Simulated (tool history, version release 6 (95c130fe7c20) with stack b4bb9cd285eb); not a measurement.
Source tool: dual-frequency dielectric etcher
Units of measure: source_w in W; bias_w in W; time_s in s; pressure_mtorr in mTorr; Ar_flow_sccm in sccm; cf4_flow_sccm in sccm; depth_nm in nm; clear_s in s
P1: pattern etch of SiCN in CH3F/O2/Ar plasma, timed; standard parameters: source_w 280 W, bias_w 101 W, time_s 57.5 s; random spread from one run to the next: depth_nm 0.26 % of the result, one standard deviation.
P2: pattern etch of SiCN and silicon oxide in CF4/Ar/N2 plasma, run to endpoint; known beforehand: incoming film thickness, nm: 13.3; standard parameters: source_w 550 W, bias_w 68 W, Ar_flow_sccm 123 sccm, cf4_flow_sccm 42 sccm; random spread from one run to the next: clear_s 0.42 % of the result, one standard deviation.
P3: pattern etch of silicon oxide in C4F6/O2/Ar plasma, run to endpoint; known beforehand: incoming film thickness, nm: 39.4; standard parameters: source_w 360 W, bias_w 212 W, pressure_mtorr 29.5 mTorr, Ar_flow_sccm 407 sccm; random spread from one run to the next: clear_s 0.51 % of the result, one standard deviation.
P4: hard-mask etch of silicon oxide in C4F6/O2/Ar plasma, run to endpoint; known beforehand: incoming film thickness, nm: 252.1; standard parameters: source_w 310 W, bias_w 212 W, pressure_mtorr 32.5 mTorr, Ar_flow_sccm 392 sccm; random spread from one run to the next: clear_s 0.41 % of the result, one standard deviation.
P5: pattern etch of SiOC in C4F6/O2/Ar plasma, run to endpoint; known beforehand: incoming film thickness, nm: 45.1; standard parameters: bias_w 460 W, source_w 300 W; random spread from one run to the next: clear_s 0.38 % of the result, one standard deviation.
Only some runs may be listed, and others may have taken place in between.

run,day,process,source_w,bias_w,time_s,pressure_mtorr,Ar_flow_sccm,cf4_flow_sccm,hours since the last wet clean,hours since the last source power generator calibration,hours since the last bias power generator calibration,depth_nm,clear_s
1,0.404,P1,280,101,57.5,,,,152.2,559.8,1884.7,21.531,
2,0.838,P5,300,460,,,,,162.6,570.2,1895.1,,18.104
3,1.246,P5,300,572,,,,,172.4,580.0,1904.9,,16.769
4,1.471,P3,360,212,,42.0,407,,177.8,585.4,1910.3,,13.648
5,1.758,P3,360,212,,29.5,407,,184.7,592.3,1917.2,,13.028
6,2.175,P2,550,68,,,162,42,194.7,602.3,1927.2,,15.718
7,2.471,P2,550,68,,,123,30,201.8,609.4,1934.3,,15.970
8,2.775,P1,360,74,57.5,,,,209.1,616.7,1941.6,21.073,
9,3.071,P1,280,83,57.5,,,,216.2,623.8,1948.7,19.996,
10,3.425,P1,280,129,57.5,,,,224.7,632.3,1957.2,23.721,
11,3.733,P1,280,101,57.5,,,,232.1,639.7,1964.6,21.564,
12,3.971,P5,300,460,,,,,237.8,645.4,1970.3,,18.121
13,4.412,P1,280,101,57.5,,,,248.4,656.0,1980.9,21.555,
14,4.808,P3,360,129,,29.5,407,,257.9,665.5,1990.4,,15.445
15,5.192,P1,280,101,39.0,,,,267.1,674.7,1999.6,14.663,
16,5.562,P4,310,212,,45.5,392,,276.0,683.6,2008.5,,92.216
17,5.900,P1,200,101,57.5,,,,284.1,691.7,2016.6,19.086,
18,6.367,P2,550,68,,,123,42,295.3,702.9,2027.8,,15.036
19,6.808,P2,390,68,,,123,42,305.9,713.5,2038.4,,20.077
20,7.062,P4,310,212,,32.5,392,,312.0,719.6,2044.5,,89.071
21,7.404,P3,360,212,,29.5,407,,320.2,727.8,2052.7,,13.125
22,7.800,P1,340,101,57.5,,,,329.7,737.3,2062.2,23.103,
23,8.129,P1,280,101,57.5,,,,337.6,745.2,2070.1,21.627,
24,8.579,P3,210,212,,29.5,407,,348.4,756.0,2080.9,,16.042
25,8.825,P1,280,101,57.5,,,,354.3,761.9,2086.8,21.420,
26,9.250,P2,550,42,,,123,42,364.5,772.1,2097.0,,17.725
27,9.696,P1,280,101,57.5,,,,375.2,782.8,2107.7,21.498,
28,10.033,P5,430,460,,,,,383.3,790.9,2115.8,,15.704
29,10.325,P3,360,212,,29.5,333,,390.3,797.9,2122.8,,12.843
30,10.712,P4,440,212,,32.5,392,,399.6,807.2,2132.1,,77.982
31,11.171,P1,280,101,74.5,,,,410.6,818.2,2143.1,28.071,
32,11.596,P2,550,68,,,123,42,420.8,828.4,2153.3,,14.910
33,11.888,P4,310,212,,32.5,296,,427.8,835.4,2160.3,,86.924
34,12.225,P4,310,124,,32.5,392,,435.9,843.5,2168.4,,105.300
35,12.446,P1,280,101,57.5,,,,441.2,848.8,2173.7,21.628,

Run 36 is up next; what results do you expect?
36,12.738,P1,280,130,69.0,,,,448.2,855.8,2180.7,?,

depth_nm: 28.584 nm
